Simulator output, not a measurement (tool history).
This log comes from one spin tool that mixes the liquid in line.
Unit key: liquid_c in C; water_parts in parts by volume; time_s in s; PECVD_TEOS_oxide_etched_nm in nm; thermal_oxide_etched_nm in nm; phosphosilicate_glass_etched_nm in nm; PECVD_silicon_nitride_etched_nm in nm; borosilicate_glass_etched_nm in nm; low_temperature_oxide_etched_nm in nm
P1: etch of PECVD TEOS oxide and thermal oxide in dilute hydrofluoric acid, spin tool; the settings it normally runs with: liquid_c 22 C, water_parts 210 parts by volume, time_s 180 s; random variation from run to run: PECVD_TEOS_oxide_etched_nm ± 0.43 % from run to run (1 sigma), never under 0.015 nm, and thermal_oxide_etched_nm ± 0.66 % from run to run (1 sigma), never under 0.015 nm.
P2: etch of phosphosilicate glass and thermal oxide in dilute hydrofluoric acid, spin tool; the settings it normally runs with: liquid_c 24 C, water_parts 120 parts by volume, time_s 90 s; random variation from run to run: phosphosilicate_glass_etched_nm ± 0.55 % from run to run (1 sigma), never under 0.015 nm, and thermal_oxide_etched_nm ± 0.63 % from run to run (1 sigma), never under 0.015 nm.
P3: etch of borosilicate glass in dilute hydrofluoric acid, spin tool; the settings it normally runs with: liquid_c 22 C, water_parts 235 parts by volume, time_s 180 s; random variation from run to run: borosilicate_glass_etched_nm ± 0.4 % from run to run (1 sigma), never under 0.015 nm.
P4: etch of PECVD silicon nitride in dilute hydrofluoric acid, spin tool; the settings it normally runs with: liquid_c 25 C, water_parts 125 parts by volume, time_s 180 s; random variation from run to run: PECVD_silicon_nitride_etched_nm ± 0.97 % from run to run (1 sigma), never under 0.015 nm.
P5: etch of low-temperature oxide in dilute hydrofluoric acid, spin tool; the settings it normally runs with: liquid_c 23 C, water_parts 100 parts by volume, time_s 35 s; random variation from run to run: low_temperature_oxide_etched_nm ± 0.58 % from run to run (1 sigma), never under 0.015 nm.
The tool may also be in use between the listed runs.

run  hour  process  liquid_c  water_parts  time_s  hours since the thermometer was replaced  hours since the hydrofluoric acid flow meter was replaced  PECVD_TEOS_oxide_etched_nm  thermal_oxide_etched_nm  phosphosilicate_glass_etched_nm  PECVD_silicon_nitride_etched_nm  borosilicate_glass_etched_nm  low_temperature_oxide_etched_nm
  1   4.3       P1        22          210     180                                     474.3                                                      465.2                     6.82380                  3.32680
  2   7.1       P2        31          120      90                                     477.1                                                      468.0                                              4.31610                           56.024
  3  10.3       P1        22          210     180                                     480.3                                                      471.2                     6.84100                  3.34590
  4  12.3       P4        25           55     180                                     482.3                                                      473.2                                                                                                                 5.9602
  5  16.6       P2        24          205      90                                     486.6                                                      477.5                                              1.74220                           22.716
  6  20.2       P3        22          100     180                                     490.2                                                      481.1                                                                                                                                               55.778
  7  23.3       P5        23          100      15                                     493.3                                                      484.2                                                                                                                                                                                2.3642
  8  25.8       P2        24          120     135                                     495.8                                                      486.7                                              4.94170                           64.299
  9  29.2       P5        23          100      35                                     499.2                                                      490.1                                                                                                                                                                                5.4252
 10  33.4       P1        22          210      20                                     503.4                                                      494.3                     0.74989                  0.37895
 11  37.4       P1        29          125     180                                     507.4                                                      498.3                    16.24900                  8.12340
 12  39.9       P3        30          235     180                                     509.9                                                      500.8                                                                                                                                               27.314
 13  42.2       P4        25          125     180                                     512.2                                                      503.1                                                                                                                 2.7436
 14  44.5       P1        22           95     180                                     514.5                                                      505.4                    16.92600                  8.42820
 15  46.9       P1        22          210     275                                     516.9                                                      507.8                    10.40400                  5.08630
 16  49.3       P1        22          210     180                                     519.3                                                      510.2                     6.82780                  3.39590
 17  53.7       P1        17          210     180                                     523.7                                                      514.6                     5.60620                  2.77430
 18  56.8       P5        23          160      35                                     526.8                                                      517.7                                                                                                                                                                                3.1766
 19  59.7       P1        22          310     180                                     529.7                                                      520.6                     4.14410                  2.03560

Run 20 is up next; what results do you expect?
 20  62.5       P4        25          125     320                                     532.5                                                      523.4                                                                                                                      ?

PECVD_silicon_nitride_etched_nm: 4.8132 nm
